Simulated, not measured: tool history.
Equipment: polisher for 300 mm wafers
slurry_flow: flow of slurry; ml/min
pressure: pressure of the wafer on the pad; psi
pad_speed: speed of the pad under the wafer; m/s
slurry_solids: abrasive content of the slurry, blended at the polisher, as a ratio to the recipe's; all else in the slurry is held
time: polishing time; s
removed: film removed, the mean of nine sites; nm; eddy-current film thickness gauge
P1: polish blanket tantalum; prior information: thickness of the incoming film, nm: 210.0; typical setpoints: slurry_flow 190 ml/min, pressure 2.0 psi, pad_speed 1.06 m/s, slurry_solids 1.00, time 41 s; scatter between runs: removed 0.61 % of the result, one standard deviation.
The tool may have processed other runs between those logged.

run   hour  slurry_flow  pressure  pad_speed  slurry_solids  time  removed
  1   11.4          190       2.0       1.06           1.00    41   62.263
  2   24.5          190       2.0       1.06           1.00    62   93.745
  3   38.2          190       2.0       1.06           1.00    41   62.386
  4   56.2          190       2.0       1.06           1.00    41   62.097
  5   66.5          190       2.8       1.06           1.00    24   50.976
  6   78.9          190       2.0       1.06           0.55    41   49.637
  7   89.9          190       2.0       1.44           1.00    41   84.115
  8  104.6          135       3.1       1.06           1.00    41   91.073
  9  114.2          295       2.0       1.06           1.00    41   65.377
     119.8  -- head pressure recalibrated
 10  126.5          190       2.0       0.60           1.00    41   35.364
 11  140.2          190       2.0       1.06           1.45    41   67.944
 12  151.5          140       2.0       1.06           1.00    41   58.907
 13  160.3          190       2.0       1.06           1.00    27   40.855
 14  173.0          190       2.9       1.06           1.00    41   90.707
 15  189.8          190       2.0       1.06           1.00    41   61.590
 16  202.0          190       1.0       1.06           1.00    41   30.927
 17  214.3          190       2.0       1.06           1.00    41   61.600
 18  229.3          240       2.0       1.06           1.00    30   46.953
 19  245.3          190       2.0       1.06           1.00    41   62.033

What will run 20 give?
 20  257.4          190       2.0       1.06           1.00    41        ?

Run 20 measured removed 60.930 nm.

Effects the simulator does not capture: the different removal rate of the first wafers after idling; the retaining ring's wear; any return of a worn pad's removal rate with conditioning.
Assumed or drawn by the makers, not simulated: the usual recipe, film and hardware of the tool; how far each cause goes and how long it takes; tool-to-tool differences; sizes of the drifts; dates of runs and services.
